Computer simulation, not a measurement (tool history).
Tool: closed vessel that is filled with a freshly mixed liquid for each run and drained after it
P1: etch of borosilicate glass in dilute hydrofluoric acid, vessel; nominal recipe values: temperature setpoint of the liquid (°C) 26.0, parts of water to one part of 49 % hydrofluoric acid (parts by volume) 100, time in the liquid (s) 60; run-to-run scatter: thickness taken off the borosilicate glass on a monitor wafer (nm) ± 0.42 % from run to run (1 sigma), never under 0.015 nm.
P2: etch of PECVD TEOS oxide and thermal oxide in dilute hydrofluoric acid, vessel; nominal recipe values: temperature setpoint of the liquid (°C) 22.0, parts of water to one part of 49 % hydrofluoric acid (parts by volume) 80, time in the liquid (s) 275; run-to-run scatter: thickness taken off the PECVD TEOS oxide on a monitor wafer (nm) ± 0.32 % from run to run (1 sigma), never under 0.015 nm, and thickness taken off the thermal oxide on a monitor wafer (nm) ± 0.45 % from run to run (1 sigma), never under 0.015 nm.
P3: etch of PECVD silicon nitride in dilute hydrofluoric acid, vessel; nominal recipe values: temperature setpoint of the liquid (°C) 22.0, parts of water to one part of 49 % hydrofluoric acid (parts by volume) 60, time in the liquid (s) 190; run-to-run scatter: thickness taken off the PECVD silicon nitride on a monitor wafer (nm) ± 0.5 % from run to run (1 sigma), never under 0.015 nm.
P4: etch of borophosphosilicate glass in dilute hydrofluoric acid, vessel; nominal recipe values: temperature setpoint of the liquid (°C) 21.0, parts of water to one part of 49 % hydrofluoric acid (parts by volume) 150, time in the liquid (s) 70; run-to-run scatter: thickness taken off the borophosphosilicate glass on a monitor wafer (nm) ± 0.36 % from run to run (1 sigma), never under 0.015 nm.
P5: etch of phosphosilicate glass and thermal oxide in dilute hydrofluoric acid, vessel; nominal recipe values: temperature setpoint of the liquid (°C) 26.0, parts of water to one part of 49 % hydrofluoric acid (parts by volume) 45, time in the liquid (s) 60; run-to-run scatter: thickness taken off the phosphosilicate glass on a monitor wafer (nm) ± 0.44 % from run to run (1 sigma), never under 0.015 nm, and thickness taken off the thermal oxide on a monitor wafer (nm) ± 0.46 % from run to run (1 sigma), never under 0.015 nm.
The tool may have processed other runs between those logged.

| run | day | process that ran | temperature setpoint of the liquid (°C) | parts of water to one part of 49 % hydrofluoric acid (parts by volume) | time in the liquid (s) | thickness taken off the borosilicate glass on a monitor wafer (nm) | thickness taken off the phosphosilicate glass on a monitor wafer (nm) | thickness taken off the thermal oxide on a monitor wafer (nm) | thickness taken off the borophosphosilicate glass on a monitor wafer (nm) | thickness taken off the PECVD TEOS oxide on a monitor wafer (nm) | thickness taken off the PECVD silicon nitride on a monitor wafer (nm) |
|---|---|---|---|---|---|---|---|---|---|---|---|
| 1 | 0.633 | P1 | 26.0 | 100 | 60 | 19.2450 |  |  |  |  |  |
| 2 | 1.083 | P5 | 26.0 | 45 | 60 |  | 93.480 | 7.1267 |  |  |  |
| 3 | 1.417 | P1 | 33.5 | 100 | 60 | 25.7210 |  |  |  |  |  |
| 4 | 1.792 | P1 | 26.0 | 135 | 115 | 26.2840 |  |  |  |  |  |
| 5 | 2.133 | P4 | 21.0 | 255 | 70 |  |  |  | 8.5305 |  |  |
| 6 | 2.754 | P2 | 22.0 | 30 | 275 |  |  | 41.4100 |  | 108.160 |  |
| 7 | 3.212 | P2 | 22.0 | 80 | 275 |  |  | 14.6390 |  | 38.360 |  |
| 8 | 3.750 | P5 | 26.0 | 45 | 60 |  | 93.180 | 7.1474 |  |  |  |
| 9 | 4.183 | P3 | 22.0 | 95 | 190 |  |  |  |  |  | 7.7975 |
| 10 | 4.671 | P3 | 22.0 | 60 | 190 |  |  |  |  |  | 12.2540 |
| 11 | 5.292 | P2 | 22.0 | 80 | 515 |  |  | 27.4740 |  | 71.710 |  |
| 12 | 5.829 | P1 | 26.0 | 60 | 60 | 34.0740 |  |  |  |  |  |
| 13 | 6.383 | P1 | 26.0 | 100 | 115 | 37.1600 |  |  |  |  |  |
| 14 | 6.792 | P1 | 26.0 | 100 | 30 | 9.6485 |  |  |  |  |  |
| 15 | 7.429 | P1 | 26.0 | 100 | 60 | 19.4580 |  |  |  |  |  |
| 16 | 7.971 | P4 | 21.0 | 150 | 70 |  |  |  | 16.1330 |  |  |
| 17 | 8.638 | P1 | 26.0 | 180 | 60 | 9.7633 |  |  |  |  |  |
| 18 | 9.262 | P5 | 31.5 | 45 | 60 |  | 115.630 | 8.8241 |  |  |  |
| 19 | 9.633 | P2 | 28.5 | 80 | 275 |  |  | 19.0070 |  | 49.318 |  |
|  | 9.638 | thermometer replaced |
| 20 | 10.279 | P4 | 21.0 | 150 | 135 |  |  |  | 31.1170 |  |  |
| 21 | 10.604 | P4 | 29.0 | 150 | 70 |  |  |  | 21.6840 |  |  |
| 22 | 11.021 | P1 | 20.5 | 100 | 30 | 7.8218 |  |  |  |  |  |
| 23 | 11.404 | P5 | 26.0 | 45 | 30 |  | 46.277 | 3.5486 |  |  |  |
| 24 | 11.942 | P1 | 26.0 | 100 | 60 | 19.2770 |  |  |  |  |  |
| 25 | 12.508 | P1 | 26.0 | 100 | 60 | 19.3820 |  |  |  |  |  |
| 26 | 12.912 | P1 | 20.5 | 100 | 60 | 15.4390 |  |  |  |  |  |
| 27 | 13.329 | P4 | 21.0 | 150 | 70 |  |  |  | 16.0760 |  |  |
| 28 | 13.696 | P3 | 22.0 | 60 | 105 |  |  |  |  |  | 6.7080 |
| 29 | 14.383 | P5 | 26.0 | 30 | 60 |  | 143.500 | 10.8140 |  |  |  |
| 30 | 14.925 | P3 | 29.5 | 60 | 190 |  |  |  |  |  | 19.9590 |
| 31 | 15.483 | P1 | 26.0 | 100 | 60 | 19.2530 |  |  |  |  |  |
| 32 | 15.808 | P1 | 26.0 | 100 | 60 | 19.1450 |  |  |  |  |  |
| 33 | 16.150 | P1 | 26.0 | 100 | 60 | 18.7670 |  |  |  |  |  |
| 34 | 16.700 | P1 | 26.0 | 100 | 60 | 18.5710 |  |  |  |  |  |
| 35 | 17.396 | P1 | 26.0 | 100 | 60 | 18.5440 |  |  |  |  |  |
| 36 | 17.962 | P1 | 26.0 | 100 | 60 | 18.3570 |  |  |  |  |  |
| 37 | 18.271 | P1 | 26.0 | 100 | 60 | 18.3600 |  |  |  |  |  |
| 38 | 18.592 | P1 | 26.0 | 100 | 60 | 18.3220 |  |  |  |  |  |
| 39 | 19.300 | P1 | 26.0 | 100 | 60 | 18.2610 |  |  |  |  |  |
| 40 | 19.938 | P1 | 26.0 | 100 | 60 | 18.2410 |  |  |  |  |  |
| 41 | 20.533 | P1 | 26.0 | 100 | 60 | 18.1920 |  |  |  |  |  |

P1 no longer gives what it gave before; its output has crept away from where it was. The following 2 causes, each at its listed size, fit the log equally well:
A: liquid colder than its thermometer reads (K) = 1.46
B: hydrofluoric acid flow below the setpoint (%) = 4.91
Onset of the creep was near day 15.483.

Below are 4 check runs, each on a single wafer, with their results shown as question marks. Which of them would tell the listed causes apart, meaning the causes would give clearly different results under it?
| check 1 | 21.129 | P5 | 30.5 | 45 | 60 |  | ? | ? |  |  |  |
| check 2 | 21.129 | P3 | 26.5 | 60 | 120 |  |  |  |  |  | ? |
| check 3 | 21.129 | P2 | 25.5 | 80 | 480 |  |  | ? |  | ? |  |
| check 4 | 21.129 | P4 | 21.0 | 195 | 125 |  |  |  | ? |  |  |

Check results expected under each cause:
| check | result | if A | if B |
|---|---|---|---|
| check 1 | thickness taken off the phosphosilicate glass on a monitor wafer (nm) | 105.000 | 105.400 |
| check 1 | thickness taken off the thermal oxide on a monitor wafer (nm) | 8.0305 | 8.0608 |
| check 2 | thickness taken off the PECVD silicon nitride on a monitor wafer (nm) | 9.4610 | 9.9159 |
| check 3 | thickness taken off the thermal oxide on a monitor wafer (nm) | 27.7780 | 27.8500 |
| check 3 | thickness taken off the PECVD TEOS oxide on a monitor wafer (nm) | 72.419 | 72.606 |
| check 4 | thickness taken off the borophosphosilicate glass on a monitor wafer (nm) | 19.9380 | 19.8570 |
How far apart the two closest causes lie, in the result that separates them most: check 1 0.38 %; check 2 4.7 %; check 3 0.26 %; check 4 0.41 %
Only in check 2 would the causes give clearly different results; in the remaining checks their results would be nearly the same.

The results of check 2 are: thickness taken off the PECVD silicon nitride on a monitor wafer (nm) 9.3910. Based on these, which of the listed causes is it?

It was cause A: liquid colder than its thermometer reads (K).

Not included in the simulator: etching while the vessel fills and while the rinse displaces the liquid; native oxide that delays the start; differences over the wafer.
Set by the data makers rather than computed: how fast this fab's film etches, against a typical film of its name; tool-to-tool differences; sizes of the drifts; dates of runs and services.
